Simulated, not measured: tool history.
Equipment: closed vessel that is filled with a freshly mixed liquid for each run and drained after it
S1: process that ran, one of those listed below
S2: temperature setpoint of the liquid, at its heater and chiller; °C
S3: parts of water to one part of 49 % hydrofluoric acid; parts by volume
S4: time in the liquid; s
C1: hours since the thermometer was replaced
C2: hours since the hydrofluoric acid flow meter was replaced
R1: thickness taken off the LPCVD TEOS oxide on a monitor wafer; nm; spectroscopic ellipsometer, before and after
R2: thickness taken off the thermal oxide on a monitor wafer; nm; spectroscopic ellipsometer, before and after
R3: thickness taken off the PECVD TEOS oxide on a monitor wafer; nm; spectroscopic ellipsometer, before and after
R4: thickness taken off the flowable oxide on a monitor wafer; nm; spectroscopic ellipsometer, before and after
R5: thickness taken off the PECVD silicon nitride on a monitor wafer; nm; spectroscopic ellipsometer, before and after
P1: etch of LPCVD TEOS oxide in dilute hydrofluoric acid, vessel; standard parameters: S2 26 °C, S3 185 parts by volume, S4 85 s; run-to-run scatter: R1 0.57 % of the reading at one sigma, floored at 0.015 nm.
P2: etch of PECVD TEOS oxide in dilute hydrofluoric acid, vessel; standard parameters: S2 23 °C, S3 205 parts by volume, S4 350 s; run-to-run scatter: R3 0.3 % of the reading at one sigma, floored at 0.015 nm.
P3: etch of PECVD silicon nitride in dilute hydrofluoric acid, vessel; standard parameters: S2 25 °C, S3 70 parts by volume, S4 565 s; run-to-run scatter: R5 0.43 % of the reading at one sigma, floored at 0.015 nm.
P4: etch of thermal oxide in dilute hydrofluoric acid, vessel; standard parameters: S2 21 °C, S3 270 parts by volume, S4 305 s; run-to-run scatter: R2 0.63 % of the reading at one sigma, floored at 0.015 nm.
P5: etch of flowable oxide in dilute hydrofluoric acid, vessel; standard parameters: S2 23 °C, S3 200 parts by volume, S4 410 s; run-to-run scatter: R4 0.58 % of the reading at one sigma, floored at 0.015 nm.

run 1 hour=8.7 | S1=P1 S2=26 S3=185 S4=85 | C1=1134.6 C2=330.7 | R1=12.704
run 2 hour=18.8 | S1=P1 S2=26 S3=185 S4=120 | C1=1144.7 C2=340.8 | R1=17.994
run 3 hour=26.2 | S1=P1 S2=26 S3=290 S4=130 | C1=1152.1 C2=348.2 | R1=11.028
run 4 hour=33.4 | S1=P1 S2=26 S3=185 S4=30 | C1=1159.3 C2=355.4 | R1=4.4712
run 5 hour=47 | S1=P4 S2=27.5 S3=270 S4=305 | C1=1172.9 C2=369 | R2=5.0084
run 6 hour=59.9 | S1=P2 S2=23 S3=205 S4=350 | C1=1185.8 C2=381.9 | R3=12.583
-- hour=72.3 thermometer replaced
run 7 hour=73.2 | S1=P5 S2=18.5 S3=200 S4=410 | C1=1 C2=395.2 | R4=31.216
run 8 hour=80.2 | S1=P1 S2=20 S3=185 S4=85 | C1=8 C2=402.2 | R1=10.087
run 9 hour=88 | S1=P5 S2=23 S3=200 S4=410 | C1=15.8 C2=410 | R4=36.917
run 10 hour=96.3 | S1=P3 S2=25 S3=70 S4=135 | C1=24.1 C2=418.3 | R5=6.7356
run 11 hour=108.8 | S1=P1 S2=32.5 S3=185 S4=85 | C1=36.6 C2=430.8 | R1=16.044
run 12 hour=115.3 | S1=P4 S2=21 S3=100 S4=305 | C1=43.1 C2=437.3 | R2=12.804
run 13 hour=126.2 | S1=P2 S2=23 S3=370 S4=350 | C1=54 C2=448.2 | R3=5.94
run 14 hour=135.6 | S1=P3 S2=25 S3=70 S4=565 | C1=63.4 C2=457.6 | R5=28.176
run 15 hour=141.7 | S1=P2 S2=23 S3=205 S4=45 | C1=69.5 C2=463.7 | R3=1.598
run 16 hour=148.9 | S1=P4 S2=21 S3=270 S4=75 | C1=76.7 C2=470.9 | R2=0.97463
run 17 hour=159.1 | S1=P1 S2=33 S3=185 S4=140 | C1=86.9 C2=481.1 | R1=26.47
run 18 hour=169.6 | S1=P2 S2=23 S3=205 S4=350 | C1=97.4 C2=491.6 | R3=12.466
run 19 hour=180.3 | S1=P4 S2=21 S3=270 S4=305 | C1=108.1 C2=502.3 | R2=4.0102
run 20 hour=187.6 | S1=P3 S2=17.5 S3=70 S4=565 | C1=115.4 C2=509.6 | R5=16.79
run 21 hour=198.5 | S1=P1 S2=30 S3=185 S4=135 | C1=126.3 C2=520.5 | R1=23.236
run 22 hour=207.6 | S1=P5 S2=23 S3=200 S4=410 | C1=135.4 C2=529.6 | R4=37.167
run 23 hour=215.9 | S1=P3 S2=25 S3=100 S4=565 | C1=143.7 C2=537.9 | R5=19.803
run 24 hour=223.4 | S1=P4 S2=21 S3=270 S4=305 | C1=151.2 C2=545.4 | R2=4.0191
run 25 hour=231.8 | S1=P5 S2=23 S3=355 S4=410 | C1=159.6 C2=553.8 | R4=18.046
run 26 hour=239.3 | S1=P1 S2=26 S3=185 S4=85 | C1=167.1 C2=561.3 | R1=12.503
run 27 hour=246.5 | S1=P1 S2=26 S3=185 S4=85 | C1=174.3 C2=568.5 | R1=12.584
run 28 hour=252.9 | S1=P1 S2=26 S3=185 S4=85 | C1=180.7 C2=574.9 | R1=12.688
run 29 hour=261.3 | S1=P1 S2=26 S3=100 S4=85 | C1=189.1 C2=583.3 | R1=25.938
run 30 hour=272.2 | S1=P2 S2=17 S3=205 S4=350 | C1=200 C2=594.2 | R3=9.9471
run 31 hour=282.8 | S1=P1 S2=26 S3=275 S4=85 | C1=210.6 C2=604.8 | R1=7.7079
run 32 hour=294.4 | S1=P5 S2=23 S3=200 S4=665 | C1=222.2 C2=616.4 | R4=60.884
run 33 hour=300.6 | S1=P1 S2=26 S3=185 S4=85 | C1=228.4 C2=622.6 | R1=12.666
run 34 hour=311.2 | S1=P1 S2=26 S3=185 S4=85 | C1=239 C2=633.2 | R1=12.446
run 35 hour=318 | S1=P1 S2=26 S3=185 S4=85 | C1=245.8 C2=640 | R1=12.999
run 36 hour=331.2 | S1=P1 S2=26 S3=185 S4=85 | C1=259 C2=653.2 | R1=13.319
run 37 hour=340.6 | S1=P1 S2=26 S3=185 S4=85 | C1=268.4 C2=662.6 | R1=13.376
run 38 hour=348.2 | S1=P1 S2=26 S3=185 S4=85 | C1=276 C2=670.2 | R1=13.464
run 39 hour=356.3 | S1=P1 S2=26 S3=185 S4=85 | C1=284.1 C2=678.3 | R1=13.604
run 40 hour=364.5 | S1=P1 S2=26 S3=185 S4=85 | C1=292.3 C2=686.5 | R1=13.488
run 41 hour=375.4 | S1=P1 S2=26 S3=185 S4=85 | C1=303.2 C2=697.4 | R1=13.616
run 42 hour=386.9 | S1=P1 S2=26 S3=185 S4=85 | C1=314.7 C2=708.9 | R1=13.583
run 43 hour=399.8 | S1=P1 S2=26 S3=185 S4=85 | C1=327.6 C2=721.8 | R1=13.652
run 44 hour=411.6 | S1=P1 S2=26 S3=185 S4=85 | C1=339.4 C2=733.6 | R1=13.765

What P1 gives has crept off from where it sat before. The 2 causes that follow fit the log equally well, each at the size noted:
A: liquid hotter than its thermometer reads (K) = 2.22
B: hydrofluoric acid flow above the setpoint (%) = 6.85
At approximately hour 311.2, the process output began to creep.

Each of the 4 check runs below uses one wafer; its results are left as question marks. Which run tells the causes apart?
run check 1 hour=423.4 | S1=P4 S2=21 S3=145 S4=305 | R2=?
run check 2 hour=423.4 | S1=P5 S2=23 S3=330 S4=410 | R4=?
run check 3 hour=423.4 | S1=P3 S2=18 S3=70 S4=205 | R5=?
run check 4 hour=423.4 | S1=P2 S2=17.5 S3=295 S4=350 | R3=?

What each check would give under each cause:
check=check_1 result=R2 if_A=9.1622 if_B=9.0668
check=check_2 result=R4 if_A=21.442 if_B=21.666
check=check_3 result=R5 if_A=7.3934 if_B=6.7597
check=check_4 result=R3 if_A=7.075 if_B=7.0733
Per check, the gap between the least separated pair of causes, taken in the result that splits them most: check 1 1.05 %; check 2 1.04 %; check 3 8.96 %; check 4 0.03 %
Of the check runs offered, only check 3 discriminates between the causes; the rest would read about the same regardless of which cause applies.

Here is what check 3 returned: R5 7.4 nm. Which cause is it?

It is A: liquid hotter than its thermometer reads (K).

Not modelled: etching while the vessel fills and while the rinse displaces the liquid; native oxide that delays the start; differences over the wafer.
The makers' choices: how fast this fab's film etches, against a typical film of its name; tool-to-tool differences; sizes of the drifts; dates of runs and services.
